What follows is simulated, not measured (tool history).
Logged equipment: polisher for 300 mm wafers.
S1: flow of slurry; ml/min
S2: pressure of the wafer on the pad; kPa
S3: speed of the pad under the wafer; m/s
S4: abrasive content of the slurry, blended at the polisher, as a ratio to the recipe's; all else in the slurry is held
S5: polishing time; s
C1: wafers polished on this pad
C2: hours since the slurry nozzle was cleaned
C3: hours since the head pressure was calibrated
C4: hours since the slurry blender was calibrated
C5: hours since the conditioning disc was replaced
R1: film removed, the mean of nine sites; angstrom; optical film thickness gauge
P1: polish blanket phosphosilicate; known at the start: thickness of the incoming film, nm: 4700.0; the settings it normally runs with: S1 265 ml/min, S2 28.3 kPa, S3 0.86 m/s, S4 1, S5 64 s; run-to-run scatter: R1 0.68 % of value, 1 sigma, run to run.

run  hour   S1    S2    S3   S4   S5   C1     C2     C3     C4     C5      R1
  1     5  265  28.3  0.86    1   64  567  171.6  394.2   69.5    268  6154.6
  2   9.9  360  28.3  0.86    1   64  600  176.5  399.1   74.4  272.9    6299
  3  15.1  265  28.3  0.86    1   64  636  181.7  404.3   79.6  278.1  6121.5
  4  21.9  265  28.3  0.86  0.6   35  682  188.5  411.1   86.4  284.9  2540.8
  5    27  265  43.4  0.86    1   64  716  193.6  416.2   91.5    290  9345.8
  6  33.6  265  13.8  0.86    1   64  761  200.2  422.8   98.1  296.6  3005.8
  7  39.9  265  28.3  0.86    1   64  804  206.5  429.1  104.4  302.9  6120.7
  8  44.2  265  28.3  0.86    1   64  833  210.8  433.4  108.7  307.2  6124.9
  9  49.1  265  28.3  1.12    1   64  866  215.7  438.3  113.6  312.1  7584.8
 10  53.8  265  28.3  0.38    1   64  898  220.4    443  118.3  316.8  3205.1
       55  -- worn pad replaced by a new one
 11  59.3  265  28.3  0.86    1  100   29  225.9  448.5  123.8  322.3  9558.6
 12  62.6  175  28.3  0.86    1   64   51  229.2  451.8  127.1  325.6  5865.9
 13  69.3  265  28.3  0.86    1   33   97  235.9  458.5  133.8  332.3  3153.8
 14  74.6  265  28.3  0.86  0.5   64  133  241.2  463.8  139.1  337.6    4209
 15  79.7  265  28.3  0.86    1   64  167  246.3  468.9  144.2  342.7  6140.3
 16  83.2  265  28.3  0.86    1   64  191  249.8  472.4  147.7  346.2  6196.4

What will run 17 give?
 17  88.1  265  28.3  0.86  1.25  64  224  254.7  477.3  152.6  351.1   ?

R1: 6733 angstrom
